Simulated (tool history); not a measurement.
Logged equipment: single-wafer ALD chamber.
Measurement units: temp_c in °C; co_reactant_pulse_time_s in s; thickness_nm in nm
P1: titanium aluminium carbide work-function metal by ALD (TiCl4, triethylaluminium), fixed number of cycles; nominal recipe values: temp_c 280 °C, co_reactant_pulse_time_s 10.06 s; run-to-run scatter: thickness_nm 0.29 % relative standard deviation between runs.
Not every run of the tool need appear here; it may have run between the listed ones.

{"run": 1, "hour": 3.9, "temp_c": 280, "co_reactant_pulse_time_s": 10.06, "thickness_nm": 1.8298}
{"run": 2, "hour": 11.6, "temp_c": 259, "co_reactant_pulse_time_s": 5.58, "thickness_nm": 1.4617}
{"run": 3, "hour": 19.3, "temp_c": 296, "co_reactant_pulse_time_s": 12.77, "thickness_nm": 2.0058}
{"run": 4, "hour": 24.0, "temp_c": 280, "co_reactant_pulse_time_s": 10.06, "thickness_nm": 1.8393}
{"run": 5, "hour": 31.8, "temp_c": 280, "co_reactant_pulse_time_s": 10.06, "thickness_nm": 1.8355}
{"run": 6, "hour": 38.3, "temp_c": 280, "co_reactant_pulse_time_s": 3.53, "thickness_nm": 1.3382}
{"run": 7, "hour": 43.2, "temp_c": 280, "co_reactant_pulse_time_s": 10.06, "thickness_nm": 1.8247}
{"run": 8, "hour": 49.7, "temp_c": 280, "co_reactant_pulse_time_s": 10.06, "thickness_nm": 1.8266}
{"run": 9, "hour": 53.5, "temp_c": 258, "co_reactant_pulse_time_s": 15.17, "thickness_nm": 1.6861}
{"run": 10, "hour": 60.9, "temp_c": 258, "co_reactant_pulse_time_s": 10.06, "thickness_nm": 1.6466}
{"hour": 65.2, "done": "triethylaluminium bottle replaced"}
{"run": 11, "hour": 65.2, "temp_c": 280, "co_reactant_pulse_time_s": 10.06, "thickness_nm": 1.8269}
{"run": 12, "hour": 72.7, "temp_c": 297, "co_reactant_pulse_time_s": 10.06, "thickness_nm": 1.9831}
{"run": 13, "hour": 77.0, "temp_c": 280, "co_reactant_pulse_time_s": 13.45, "thickness_nm": 1.8823}
{"run": 14, "hour": 81.2, "temp_c": 280, "co_reactant_pulse_time_s": 10.06, "thickness_nm": 1.8404}
{"run": 15, "hour": 84.6, "temp_c": 280, "co_reactant_pulse_time_s": 10.06, "thickness_nm": 1.8194}
{"run": 16, "hour": 90.5, "temp_c": 280, "co_reactant_pulse_time_s": 10.06, "thickness_nm": 1.8131}
{"run": 17, "hour": 98.3, "temp_c": 280, "co_reactant_pulse_time_s": 10.06, "thickness_nm": 1.8031}
{"run": 18, "hour": 103.4, "temp_c": 280, "co_reactant_pulse_time_s": 10.06, "thickness_nm": 1.8032}
{"run": 19, "hour": 109.5, "temp_c": 280, "co_reactant_pulse_time_s": 10.06, "thickness_nm": 1.8078}
{"run": 20, "hour": 115.0, "temp_c": 280, "co_reactant_pulse_time_s": 10.06, "thickness_nm": 1.8065}
{"run": 21, "hour": 121.5, "temp_c": 280, "co_reactant_pulse_time_s": 10.06, "thickness_nm": 1.8047}
{"run": 22, "hour": 127.2, "temp_c": 280, "co_reactant_pulse_time_s": 10.06, "thickness_nm": 1.7995}
{"run": 23, "hour": 132.4, "temp_c": 280, "co_reactant_pulse_time_s": 10.06, "thickness_nm": 1.7959}
{"run": 24, "hour": 136.7, "temp_c": 280, "co_reactant_pulse_time_s": 10.06, "thickness_nm": 1.8043}
{"run": 25, "hour": 142.6, "temp_c": 280, "co_reactant_pulse_time_s": 10.06, "thickness_nm": 1.8065}

What P1 gives has crept away from where it was. These 2 causes fit the log equally well, each at the size given:
A: triethylaluminium dose below that of a fresh bottle (%) = 11.7
B: wafer temperature below the value expected at the setpoint (K) = 3.47
The onset of the drift is placed at about hour 81.2.

Question marks stand in for the results of the 4 check runs listed below, each run on one wafer. Under which run would the listed causes show clearly different results?
{"run": "check 1", "hour": 148.5, "temp_c": 290, "co_reactant_pulse_time_s": 10.06, "thickness_nm": "?"}
{"run": "check 2", "hour": 148.5, "temp_c": 280, "co_reactant_pulse_time_s": 3.76, "thickness_nm": "?"}
{"run": "check 3", "hour": 148.5, "temp_c": 260, "co_reactant_pulse_time_s": 10.06, "thickness_nm": "?"}
{"run": "check 4", "hour": 148.5, "temp_c": 262, "co_reactant_pulse_time_s": 10.06, "thickness_nm": "?"}

If the cause were each of the candidates in turn, the checks would give the following:
check=check_1 result=thickness_nm if_A=1.8866 if_B=1.8876
check=check_2 result=thickness_nm if_A=1.2888 if_B=1.3513
check=check_3 result=thickness_nm if_A=1.6359 if_B=1.6337
check=check_4 result=thickness_nm if_A=1.6523 if_B=1.6504
Per check, the gap between the least separated pair of causes, taken in the result that splits them most: check 1 0.05 %; check 2 4.74 %; check 3 0.13 %; check 4 0.12 %
Check 2 is the one run that separates the causes; every other check would come out nearly the same whichever cause is at work.

The results of check 2 are: thickness_nm 1.3533 nm. Based on these, which of the listed causes is it?

The correct cause is B, namely: wafer temperature below the value expected at the setpoint (K).

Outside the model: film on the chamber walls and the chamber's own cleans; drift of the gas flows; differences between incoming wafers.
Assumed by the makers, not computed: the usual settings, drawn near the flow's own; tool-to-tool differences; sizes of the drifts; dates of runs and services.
